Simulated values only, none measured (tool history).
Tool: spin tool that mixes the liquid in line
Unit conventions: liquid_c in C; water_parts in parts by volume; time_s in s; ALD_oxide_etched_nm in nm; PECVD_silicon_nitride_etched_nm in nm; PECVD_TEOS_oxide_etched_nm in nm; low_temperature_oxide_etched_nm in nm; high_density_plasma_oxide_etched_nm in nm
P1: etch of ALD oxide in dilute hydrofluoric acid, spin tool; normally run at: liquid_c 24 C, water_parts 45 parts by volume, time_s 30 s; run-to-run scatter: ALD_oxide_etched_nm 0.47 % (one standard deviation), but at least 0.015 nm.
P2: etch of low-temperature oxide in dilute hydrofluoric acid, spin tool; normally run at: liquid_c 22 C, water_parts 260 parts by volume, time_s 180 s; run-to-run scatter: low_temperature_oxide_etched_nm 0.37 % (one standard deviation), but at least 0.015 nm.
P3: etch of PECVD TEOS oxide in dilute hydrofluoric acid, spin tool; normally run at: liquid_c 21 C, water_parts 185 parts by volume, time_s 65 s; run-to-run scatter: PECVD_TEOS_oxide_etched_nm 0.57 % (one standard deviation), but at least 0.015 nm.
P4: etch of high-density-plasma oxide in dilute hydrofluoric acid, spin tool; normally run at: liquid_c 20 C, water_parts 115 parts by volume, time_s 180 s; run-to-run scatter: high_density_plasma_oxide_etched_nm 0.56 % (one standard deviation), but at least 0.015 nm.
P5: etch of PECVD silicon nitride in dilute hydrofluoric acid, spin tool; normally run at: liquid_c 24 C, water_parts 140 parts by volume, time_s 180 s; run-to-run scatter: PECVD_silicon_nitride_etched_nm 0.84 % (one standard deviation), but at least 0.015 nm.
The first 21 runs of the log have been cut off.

run	hour	process	liquid_c	water_parts	time_s	ALD_oxide_etched_nm	PECVD_silicon_nitride_etched_nm	PECVD_TEOS_oxide_etched_nm	low_temperature_oxide_etched_nm	high_density_plasma_oxide_etched_nm
22	74.7	P1	24	45	15	7.7628				
23	77.9	P1	24	45	30	15.585				
24	81.9	P1	24	45	55	28.22				
25	84.6	P1	28.5	45	30	18.693				
26	87.7	P3	21	185	130			12.007		
27	92.3	P3	21	185	65			5.9884		
28	95.9	P4	26	115	180					8.5429
29	98.5	P2	22	85	180				27.496	
30	101.7	P1	24	45	30	15.602				
31	105.7	P1	24	45	30	16.025				

Run 32 has not been measured yet. What should we expect?
32	110.4	P1	24	45	30	?				

{"run 32": {"ALD_oxide_etched_nm": 16.381}}

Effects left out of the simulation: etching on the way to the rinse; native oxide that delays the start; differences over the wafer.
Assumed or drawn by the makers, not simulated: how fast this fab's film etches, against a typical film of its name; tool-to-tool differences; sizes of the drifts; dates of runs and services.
